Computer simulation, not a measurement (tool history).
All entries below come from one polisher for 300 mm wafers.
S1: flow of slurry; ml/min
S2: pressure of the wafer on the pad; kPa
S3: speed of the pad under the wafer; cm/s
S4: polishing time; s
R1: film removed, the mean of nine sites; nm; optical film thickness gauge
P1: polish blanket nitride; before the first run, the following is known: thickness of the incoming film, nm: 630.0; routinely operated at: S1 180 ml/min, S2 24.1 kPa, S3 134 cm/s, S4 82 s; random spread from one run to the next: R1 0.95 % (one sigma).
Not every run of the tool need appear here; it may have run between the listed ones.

| run | hour | S1 | S2 | S3 | S4 | R1 |
|---|---|---|---|---|---|---|
| 1 | 6.7 | 180 | 24.1 | 134 | 82 | 153.570 |
| 2 | 11.8 | 180 | 24.1 | 134 | 82 | 154.960 |
| 3 | 16.7 | 180 | 24.1 | 134 | 37 | 71.240 |
| 4 | 25.7 | 180 | 24.1 | 134 | 82 | 157.110 |
| 5 | 33.6 | 180 | 11.0 | 68 | 82 | 41.009 |
| 6 | 38.3 | 180 | 24.1 | 134 | 82 | 152.850 |
| 7 | 46.4 | 250 | 24.1 | 134 | 82 | 162.470 |
| 8 | 55.3 | 180 | 24.1 | 134 | 82 | 155.380 |
| 9 | 63.4 | 180 | 24.1 | 198 | 82 | 212.400 |
| 10 | 69.3 | 180 | 24.1 | 80 | 82 | 102.010 |
| 11 | 75.8 | 180 | 35.9 | 134 | 82 | 230.750 |
| 12 | 81.6 | 180 | 24.1 | 134 | 104 | 195.530 |
|  | 86.9 | head pressure recalibrated |
| 13 | 88.7 | 110 | 24.1 | 134 | 82 | 140.410 |
| 14 | 94.4 | 180 | 13.1 | 134 | 82 | 83.525 |
| 15 | 98.6 | 180 | 24.1 | 134 | 82 | 154.420 |
| 16 | 106.3 | 180 | 24.1 | 134 | 82 | 148.490 |
| 17 | 114.9 | 180 | 24.1 | 134 | 82 | 147.060 |
| 18 | 122.0 | 180 | 24.1 | 134 | 82 | 145.250 |
| 19 | 127.3 | 180 | 24.1 | 134 | 82 | 146.030 |

Run 20, settings as shown, results not yet in. Your forecast:
|  | 131.7 | head pressure recalibrated |
| 20 | 136.2 | 180 | 24.1 | 134 | 82 | ? |

For run 20 the tool returned R1 143.920 nm.
